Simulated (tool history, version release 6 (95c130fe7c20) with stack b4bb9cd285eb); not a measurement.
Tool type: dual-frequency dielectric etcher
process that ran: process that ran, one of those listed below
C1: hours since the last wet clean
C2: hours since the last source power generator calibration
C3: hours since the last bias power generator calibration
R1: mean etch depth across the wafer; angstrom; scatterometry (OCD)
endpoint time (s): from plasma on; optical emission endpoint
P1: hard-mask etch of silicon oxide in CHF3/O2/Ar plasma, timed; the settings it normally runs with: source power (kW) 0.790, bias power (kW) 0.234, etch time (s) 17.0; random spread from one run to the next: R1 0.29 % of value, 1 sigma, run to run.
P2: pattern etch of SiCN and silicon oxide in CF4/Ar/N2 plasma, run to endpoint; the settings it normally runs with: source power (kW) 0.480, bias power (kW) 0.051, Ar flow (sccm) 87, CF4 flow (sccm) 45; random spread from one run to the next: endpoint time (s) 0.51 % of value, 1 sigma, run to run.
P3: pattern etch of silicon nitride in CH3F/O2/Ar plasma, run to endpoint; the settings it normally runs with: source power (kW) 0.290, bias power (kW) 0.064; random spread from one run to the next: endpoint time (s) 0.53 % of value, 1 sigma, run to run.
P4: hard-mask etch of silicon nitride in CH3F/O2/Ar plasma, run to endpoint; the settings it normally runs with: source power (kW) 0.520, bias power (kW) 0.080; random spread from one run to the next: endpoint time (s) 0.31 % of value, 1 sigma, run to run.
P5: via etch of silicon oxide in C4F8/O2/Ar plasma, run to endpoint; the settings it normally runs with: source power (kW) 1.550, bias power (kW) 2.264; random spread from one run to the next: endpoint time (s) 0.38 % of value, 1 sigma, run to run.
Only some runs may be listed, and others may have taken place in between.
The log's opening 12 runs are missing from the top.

Run 13, hour 93.8: process that ran P2, source power (kW) 0.480, bias power (kW) 0.031, Ar flow (sccm) 87, CF4 flow (sccm) 45; C1 531.1; C2 60.4; C3 923.4. Result: endpoint time (s) 25.351.
Run 14, hour 100.4: process that ran P5, source power (kW) 1.550, bias power (kW) 1.739; C1 537.7; C2 67.0; C3 930.0. Result: endpoint time (s) 297.570.
Run 15, hour 107.8: process that ran P1, source power (kW) 0.790, bias power (kW) 0.234, etch time (s) 17.0; C1 545.1; C2 74.4; C3 937.4. Result: R1 398.16 angstrom.
Run 16, hour 113.7: process that ran P1, source power (kW) 0.460, bias power (kW) 0.234, etch time (s) 17.0; C1 551.0; C2 80.3; C3 943.3. Result: R1 325.24 angstrom.
Run 17, hour 124.1: process that ran P1, source power (kW) 0.790, bias power (kW) 0.186, etch time (s) 10.5; C1 561.4; C2 90.7; C3 953.7. Result: R1 227.99 angstrom.
Run 18, hour 128.9: process that ran P1, source power (kW) 0.790, bias power (kW) 0.140, etch time (s) 17.0; C1 566.2; C2 95.5; C3 958.5. Result: R1 336.47 angstrom.
Run 19, hour 138.7: process that ran P1, source power (kW) 1.020, bias power (kW) 0.234, etch time (s) 17.0; C1 576.0; C2 105.3; C3 968.3. Result: R1 438.67 angstrom.
Run 20, hour 144.2: process that ran P4, source power (kW) 0.370, bias power (kW) 0.080; C1 581.5; C2 110.8; C3 973.8. Result: endpoint time (s) 46.628.
Run 21, hour 154.2: process that ran P2, source power (kW) 0.610, bias power (kW) 0.051, Ar flow (sccm) 87, CF4 flow (sccm) 45; C1 591.5; C2 120.8; C3 983.8. Result: endpoint time (s) 17.473.
At hour 156.2: wet clean of the chamber.
Run 22, hour 159.7: process that ran P1, source power (kW) 0.790, bias power (kW) 0.234, etch time (s) 25.5; C1 3.5; C2 126.3; C3 989.3. Result: R1 597.85 angstrom.
Run 23, hour 167.0: process that ran P2, source power (kW) 0.480, bias power (kW) 0.051, Ar flow (sccm) 87, CF4 flow (sccm) 45; C1 10.8; C2 133.6; C3 996.6. Result: endpoint time (s) 21.714.
Run 24, hour 175.7: process that ran P1, source power (kW) 0.790, bias power (kW) 0.234, etch time (s) 17.0; C1 19.5; C2 142.3; C3 1005.3. Result: R1 396.20 angstrom.
Run 25, hour 184.7: process that ran P2, source power (kW) 0.480, bias power (kW) 0.051, Ar flow (sccm) 87, CF4 flow (sccm) 57; C1 28.5; C2 151.3; C3 1014.3. Result: endpoint time (s) 20.862.
Run 26, hour 195.1: process that ran P1, source power (kW) 0.790, bias power (kW) 0.234, etch time (s) 17.0; C1 38.9; C2 161.7; C3 1024.7. Result: R1 398.74 angstrom.
Run 27, hour 205.4: process that ran P1, source power (kW) 0.790, bias power (kW) 0.234, etch time (s) 13.0; C1 49.2; C2 172.0; C3 1035.0. Result: R1 305.84 angstrom.
Run 28, hour 212.4: process that ran P4, source power (kW) 0.520, bias power (kW) 0.053; C1 56.2; C2 179.0; C3 1042.0. Result: endpoint time (s) 46.827.
Run 29, hour 218.5: process that ran P3, source power (kW) 0.290, bias power (kW) 0.087; C1 62.3; C2 185.1; C3 1048.1. Result: endpoint time (s) 76.146.
Run 30, hour 226.4: process that ran P1, source power (kW) 0.790, bias power (kW) 0.234, etch time (s) 17.0; C1 70.2; C2 193.0; C3 1056.0. Result: R1 399.18 angstrom.
Run 31, hour 232.4: process that ran P1, source power (kW) 0.790, bias power (kW) 0.234, etch time (s) 17.0; C1 76.2; C2 199.0; C3 1062.0. Result: R1 399.18 angstrom.
Run 32, hour 240.6: process that ran P1, source power (kW) 0.790, bias power (kW) 0.234, etch time (s) 17.0; C1 84.4; C2 207.2; C3 1070.2. Result: R1 401.61 angstrom.
Run 33, hour 249.1: process that ran P1, source power (kW) 0.790, bias power (kW) 0.234, etch time (s) 17.0; C1 92.9; C2 215.7; C3 1078.7. Result: R1 403.73 angstrom.
Run 34, hour 254.4: process that ran P1, source power (kW) 0.790, bias power (kW) 0.234, etch time (s) 17.0; C1 98.2; C2 221.0; C3 1084.0. Result: R1 402.35 angstrom.
Run 35, hour 264.2: process that ran P1, source power (kW) 0.790, bias power (kW) 0.234, etch time (s) 17.0; C1 108.0; C2 230.8; C3 1093.8. Result: R1 404.82 angstrom.

What will run 36 give?
At hour 265.0: wet clean of the chamber.
Run 36, hour 270.8: process that ran P1, source power (kW) 0.790, bias power (kW) 0.234, etch time (s) 17.0; C1 5.8; C2 237.4; C3 1100.4. Result: R1 ?.

R1: 405.14 angstrom
